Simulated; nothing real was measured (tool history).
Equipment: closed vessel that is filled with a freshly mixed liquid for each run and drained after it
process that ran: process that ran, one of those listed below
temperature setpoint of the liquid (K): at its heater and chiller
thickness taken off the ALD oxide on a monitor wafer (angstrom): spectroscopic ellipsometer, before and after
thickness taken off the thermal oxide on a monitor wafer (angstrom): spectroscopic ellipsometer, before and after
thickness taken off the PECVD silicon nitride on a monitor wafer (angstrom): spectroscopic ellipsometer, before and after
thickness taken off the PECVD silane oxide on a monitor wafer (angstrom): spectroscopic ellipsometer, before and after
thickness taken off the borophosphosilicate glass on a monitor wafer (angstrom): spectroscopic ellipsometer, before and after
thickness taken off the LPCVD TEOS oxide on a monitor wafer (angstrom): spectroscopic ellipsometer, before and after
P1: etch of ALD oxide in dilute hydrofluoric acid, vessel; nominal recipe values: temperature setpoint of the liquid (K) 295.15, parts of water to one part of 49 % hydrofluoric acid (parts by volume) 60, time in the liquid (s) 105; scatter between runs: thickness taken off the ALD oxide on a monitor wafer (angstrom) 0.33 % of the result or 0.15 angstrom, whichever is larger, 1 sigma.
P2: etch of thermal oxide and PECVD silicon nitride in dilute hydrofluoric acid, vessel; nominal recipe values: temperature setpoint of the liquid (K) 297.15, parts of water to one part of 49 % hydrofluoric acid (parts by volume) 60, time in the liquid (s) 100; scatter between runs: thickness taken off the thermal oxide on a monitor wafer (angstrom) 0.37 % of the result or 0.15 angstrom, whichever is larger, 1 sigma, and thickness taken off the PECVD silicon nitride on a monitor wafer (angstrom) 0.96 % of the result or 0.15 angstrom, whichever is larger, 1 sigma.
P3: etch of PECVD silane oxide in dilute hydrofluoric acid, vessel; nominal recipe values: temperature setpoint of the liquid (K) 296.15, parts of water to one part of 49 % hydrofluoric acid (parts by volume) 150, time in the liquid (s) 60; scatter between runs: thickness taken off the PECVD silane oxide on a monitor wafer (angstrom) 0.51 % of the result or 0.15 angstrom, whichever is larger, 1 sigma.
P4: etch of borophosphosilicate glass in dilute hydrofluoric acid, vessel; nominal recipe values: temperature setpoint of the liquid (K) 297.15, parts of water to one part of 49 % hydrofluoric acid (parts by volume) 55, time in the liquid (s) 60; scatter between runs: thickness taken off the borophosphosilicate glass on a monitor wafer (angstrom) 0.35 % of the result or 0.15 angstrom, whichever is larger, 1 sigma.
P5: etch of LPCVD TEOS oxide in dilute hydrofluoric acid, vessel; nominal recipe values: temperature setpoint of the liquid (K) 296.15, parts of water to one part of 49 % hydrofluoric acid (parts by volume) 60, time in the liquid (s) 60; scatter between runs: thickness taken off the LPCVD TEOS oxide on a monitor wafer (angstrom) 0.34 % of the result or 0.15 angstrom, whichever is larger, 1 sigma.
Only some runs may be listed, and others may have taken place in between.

run	hour	process that ran	temperature setpoint of the liquid (K)	parts of water to one part of 49 % hydrofluoric acid (parts by volume)	time in the liquid (s)	thickness taken off the ALD oxide on a monitor wafer (angstrom)	thickness taken off the thermal oxide on a monitor wafer (angstrom)	thickness taken off the PECVD silicon nitride on a monitor wafer (angstrom)	thickness taken off the PECVD silane oxide on a monitor wafer (angstrom)	thickness taken off the borophosphosilicate glass on a monitor wafer (angstrom)	thickness taken off the LPCVD TEOS oxide on a monitor wafer (angstrom)
1	3.4	P1	295.15	60	105	285.1					
2	8.6	P2	297.15	100	100		42.996	17.278			
3	13	P1	295.15	25	65	445.57					
4	17.4	P1	295.15	35	105	506.93					
# hour 17.8: thermometer replaced
5	21.5	P3	302.15	150	60				111.78		
6	25.5	P4	303.15	55	60					849.68	
7	30.7	P1	291.15	60	105	241.89					
8	33.7	P1	301.65	60	105	373.42					
9	36.6	P5	301.15	60	60						492.37
10	40	P5	296.15	60	115						775.2
11	42.6	P2	297.15	60	100		75.471	28.177			
12	45.5	P1	299.65	105	105	184.78					
13	50.6	P4	297.15	55	60					670.49	
14	55.1	P3	296.15	150	60				89.424		
15	58.3	P1	295.15	60	55	149.39					
16	62.6	P1	295.15	60	105	285.51					
17	65.5	P4	297.15	55	60					674.48	
18	70.2	P5	296.15	60	60						402.59
19	73	P3	296.15	25	60				624.65		
20	77.4	P5	296.15	60	60						402.62
21	81.7	P2	297.15	60	100		75.725	27.517			
22	86	P1	291.15	60	165	378.41					
23	89.3	P4	297.15	55	105					1173.9	
24	94.5	P1	295.15	110	105	146.86					
25	98.9	P3	296.15	150	115				173.63		
26	102.2	P3	296.15	150	60				89.145		
# hour 102.5: hydrofluoric acid flow meter replaced
27	104.5	P2	304.15	60	100		99.797	44.521			
28	107.9	P1	295.15	60	165	449.21					
29	111.5	P2	297.15	60	145		110.8	41.442			
30	116.4	P4	297.15	20	60					1931.5	
31	120.3	P1	295.15	60	105	286.27					
32	124.2	P1	295.15	60	105	286.55					
33	129	P1	295.15	60	105	285.37					
34	132.4	P5	296.15	35	60						712.89

What will run 35 give?
35	135.4	P1	295.15	60	105	?					

Run 35 produced thickness taken off the ALD oxide on a monitor wafer (angstrom) 287.57.
